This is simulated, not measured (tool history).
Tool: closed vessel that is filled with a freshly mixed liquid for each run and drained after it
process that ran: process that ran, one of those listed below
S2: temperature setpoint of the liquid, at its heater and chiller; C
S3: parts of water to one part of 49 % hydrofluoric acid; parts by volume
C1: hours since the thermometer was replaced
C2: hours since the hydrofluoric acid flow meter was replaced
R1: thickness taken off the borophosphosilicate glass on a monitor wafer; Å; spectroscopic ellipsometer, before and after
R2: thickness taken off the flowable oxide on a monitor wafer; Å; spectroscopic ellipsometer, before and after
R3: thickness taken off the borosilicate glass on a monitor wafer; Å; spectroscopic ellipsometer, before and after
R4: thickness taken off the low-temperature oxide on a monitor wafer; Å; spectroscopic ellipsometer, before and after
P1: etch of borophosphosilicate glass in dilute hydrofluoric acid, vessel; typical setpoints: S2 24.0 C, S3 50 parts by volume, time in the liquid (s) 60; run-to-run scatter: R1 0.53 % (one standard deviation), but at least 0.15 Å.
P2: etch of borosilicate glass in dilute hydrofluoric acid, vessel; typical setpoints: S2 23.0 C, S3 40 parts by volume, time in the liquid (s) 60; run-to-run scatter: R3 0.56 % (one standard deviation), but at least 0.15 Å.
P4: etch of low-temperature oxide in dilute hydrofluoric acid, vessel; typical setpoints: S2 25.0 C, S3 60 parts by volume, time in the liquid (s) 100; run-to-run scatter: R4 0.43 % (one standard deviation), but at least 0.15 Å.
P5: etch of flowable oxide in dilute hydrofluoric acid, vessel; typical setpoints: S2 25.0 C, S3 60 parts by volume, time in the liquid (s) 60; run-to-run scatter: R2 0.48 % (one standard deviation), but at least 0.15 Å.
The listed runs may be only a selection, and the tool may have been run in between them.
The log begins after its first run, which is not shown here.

{"run": 2, "hour": 16.8, "process that ran": "P5", "S2": 25.0, "S3": 60, "time in the liquid (s)": 60, "C1": 1144.5, "C2": 116.3, "R2": 265.94}
{"run": 3, "hour": 24.4, "process that ran": "P5", "S2": 25.0, "S3": 60, "time in the liquid (s)": 60, "C1": 1152.1, "C2": 123.9, "R2": 263.14}
{"run": 4, "hour": 32.7, "process that ran": "P5", "S2": 25.0, "S3": 85, "time in the liquid (s)": 60, "C1": 1160.4, "C2": 132.2, "R2": 183.29}
{"run": 5, "hour": 39.7, "process that ran": "P1", "S2": 28.5, "S3": 50, "time in the liquid (s)": 105, "C1": 1167.4, "C2": 139.2, "R1": 1494.2}
{"run": 6, "hour": 46.1, "process that ran": "P5", "S2": 25.0, "S3": 60, "time in the liquid (s)": 30, "C1": 1173.8, "C2": 145.6, "R2": 132.82}
{"run": 7, "hour": 57.5, "process that ran": "P1", "S2": 24.0, "S3": 50, "time in the liquid (s)": 60, "C1": 1185.2, "C2": 157.0, "R1": 714.66}
{"run": 8, "hour": 63.6, "process that ran": "P1", "S2": 27.5, "S3": 50, "time in the liquid (s)": 60, "C1": 1191.3, "C2": 163.1, "R1": 822.04}
{"run": 9, "hour": 70.0, "process that ran": "P1", "S2": 24.0, "S3": 50, "time in the liquid (s)": 110, "C1": 1197.7, "C2": 169.5, "R1": 1312.3}
{"run": 10, "hour": 80.6, "process that ran": "P1", "S2": 24.0, "S3": 50, "time in the liquid (s)": 60, "C1": 1208.3, "C2": 180.1, "R1": 712.33}
{"run": 11, "hour": 89.3, "process that ran": "P1", "S2": 24.0, "S3": 20, "time in the liquid (s)": 60, "C1": 1217.0, "C2": 188.8, "R1": 1869.8}
{"hour": 91.8, "done": "hydrofluoric acid flow meter replaced"}
{"run": 12, "hour": 100.2, "process that ran": "P2", "S2": 23.0, "S3": 40, "time in the liquid (s)": 60, "C1": 1227.9, "C2": 8.4, "R3": 264.12}
{"run": 13, "hour": 107.5, "process that ran": "P1", "S2": 20.0, "S3": 50, "time in the liquid (s)": 60, "C1": 1235.2, "C2": 15.7, "R1": 606.89}
{"run": 14, "hour": 115.0, "process that ran": "P1", "S2": 24.0, "S3": 50, "time in the liquid (s)": 60, "C1": 1242.7, "C2": 23.2, "R1": 716.81}
{"run": 15, "hour": 124.2, "process that ran": "P1", "S2": 29.5, "S3": 20, "time in the liquid (s)": 60, "C1": 1251.9, "C2": 32.4, "R1": 2334.7}
{"run": 16, "hour": 136.6, "process that ran": "P4", "S2": 25.0, "S3": 30, "time in the liquid (s)": 100, "C1": 1264.3, "C2": 44.8, "R4": 433.3}
{"run": 17, "hour": 147.4, "process that ran": "P2", "S2": 29.0, "S3": 40, "time in the liquid (s)": 60, "C1": 1275.1, "C2": 55.6, "R3": 333.01}
{"run": 18, "hour": 160.3, "process that ran": "P2", "S2": 23.0, "S3": 40, "time in the liquid (s)": 30, "C1": 1288.0, "C2": 68.5, "R3": 131.21}

Forecast run 19:
{"run": 19, "hour": 169.7, "process that ran": "P4", "S2": 25.0, "S3": 60, "time in the liquid (s)": 180, "C1": 1297.4, "C2": 77.9, "R4": "?"}

{"run 19": {"R4": 374.69}}

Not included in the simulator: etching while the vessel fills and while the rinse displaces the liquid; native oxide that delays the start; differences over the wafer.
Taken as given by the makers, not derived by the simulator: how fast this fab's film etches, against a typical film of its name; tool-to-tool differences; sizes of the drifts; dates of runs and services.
